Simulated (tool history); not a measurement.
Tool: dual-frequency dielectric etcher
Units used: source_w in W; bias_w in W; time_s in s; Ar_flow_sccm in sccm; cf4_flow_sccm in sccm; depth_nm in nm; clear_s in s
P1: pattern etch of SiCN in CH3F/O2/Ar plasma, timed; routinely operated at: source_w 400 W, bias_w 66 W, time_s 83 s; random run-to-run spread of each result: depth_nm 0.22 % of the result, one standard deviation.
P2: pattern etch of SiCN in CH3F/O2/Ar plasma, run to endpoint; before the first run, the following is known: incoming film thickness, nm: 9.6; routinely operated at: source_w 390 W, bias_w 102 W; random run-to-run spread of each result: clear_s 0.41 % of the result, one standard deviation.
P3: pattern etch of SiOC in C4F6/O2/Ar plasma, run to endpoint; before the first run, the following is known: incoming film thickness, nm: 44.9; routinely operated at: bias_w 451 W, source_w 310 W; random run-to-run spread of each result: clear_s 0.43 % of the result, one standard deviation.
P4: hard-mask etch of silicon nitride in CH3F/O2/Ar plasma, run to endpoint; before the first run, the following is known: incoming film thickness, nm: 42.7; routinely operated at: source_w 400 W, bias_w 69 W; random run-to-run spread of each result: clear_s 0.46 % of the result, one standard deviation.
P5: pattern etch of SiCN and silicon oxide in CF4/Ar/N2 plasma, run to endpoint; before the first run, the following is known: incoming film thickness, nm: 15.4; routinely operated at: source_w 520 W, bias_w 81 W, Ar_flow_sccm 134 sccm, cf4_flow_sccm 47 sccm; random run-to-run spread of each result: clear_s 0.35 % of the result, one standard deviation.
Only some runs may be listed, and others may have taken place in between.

run	hour	process	source_w	bias_w	time_s	Ar_flow_sccm	cf4_flow_sccm	depth_nm	clear_s
1	3.1	P1	400	66	83			30.417	
2	7.6	P4	400	43					73.705
3	10.6	P1	310	66	83			27.578	
4	14.3	P3	180	451					21.428
5	17.3	P1	400	66	83			30.366	
6	20.5	P2	230	102					27.504
7	24	P2	390	139					20.354
8	28.1	P1	530	46	83			30.123	
9	33.2	P5	520	81		134	47		17.271
10	36.6	P1	400	66	83			30.354	
11	39.3	P2	390	102					22.776
12	44.7	P1	400	66	46.5			16.978	
13	49.6	P1	400	53	83			28.228	
14	54.1	P4	270	69					73.158
15	58.6	P5	650	81		134	47		14.008
16	61.5	P1	400	66	83			30.359	
17	67.2	P5	520	81		88	47		16.098
18	73	P2	390	102					22.84
19	77.8	P3	310	276					21.02
20	81.3	P4	400	69					62.975
21	84.2	P4	400	69					62.691
22	88.7	P1	400	66	83			30.476	
23	93.1	P1	560	66	83			34.544	
24	96.6	P5	520	81		134	28		18.789
25	102.2	P1	400	93	83			34.421	
26	107.9	P3	310	451					17.526
27	113.4	P1	400	66	117			42.693	
28	119.6	P3	310	451					17.657
29	124.5	P5	520	114		134	47		15.008
30	128.8	P1	400	66	83			30.422	
31	133	P1	400	66	83			30.706	
32	138.9	P1	400	66	83			30.733	
33	143.7	P1	400	66	83			30.703	
# hour 147.1: wet clean of the chamber
34	148.9	P1	400	66	83			30.826	
35	154.3	P1	400	66	83			30.949	
36	158	P1	400	66	83			30.804	
37	163.7	P1	400	66	83			30.717	
38	166.9	P1	400	66	83			30.891	
39	170.1	P1	400	66	83			30.856	

P1 no longer gives what it gave before; its output has crept away from where it was. The following 2 causes, each at its listed size, fit the log equally well:
A: bias power that arrives over what is set, % = 4.7
B: source power that arrives over what is set, % = 4.32
Creep in the process output first set in at about hour 128.8.
Other possible causes, and why each is ruled out:
chamber walls in a state that raises the etch rate, %: serviced at hour 147.1, after the drift had started, without restoring the earlier output

You are offered 4 check runs, listed below with question marks in place of their results; each one averages 2 wafers. Which run separates the listed causes by giving clearly different results for each?
check 1	173.3	P3	200	302					?
check 2	173.3	P2	240	129					?
check 3	173.3	P5	520	81		89	47		?
check 4	173.3	P4	400	43					?

Predicted outcomes, by check and by cause:
check	result	if A	if B
check 1	clear_s	23.594	23.611
check 2	clear_s	24.384	24.465
check 3	clear_s	15.817	15.495
check 4	clear_s	71.945	71.744
Minimum pairwise separation of causes per check, each pair taken at its best-separating result: check 1 0.07 %; check 2 0.33 %; check 3 2.06 %; check 4 0.28 %
The other checks would show nearly matching results whichever cause is true, so check 3 is the only one that separates the causes.

Running check 3 produced the following: clear_s 15.508 s. Which one of the listed causes fits?

B is the cause: source power that arrives over what is set, %.
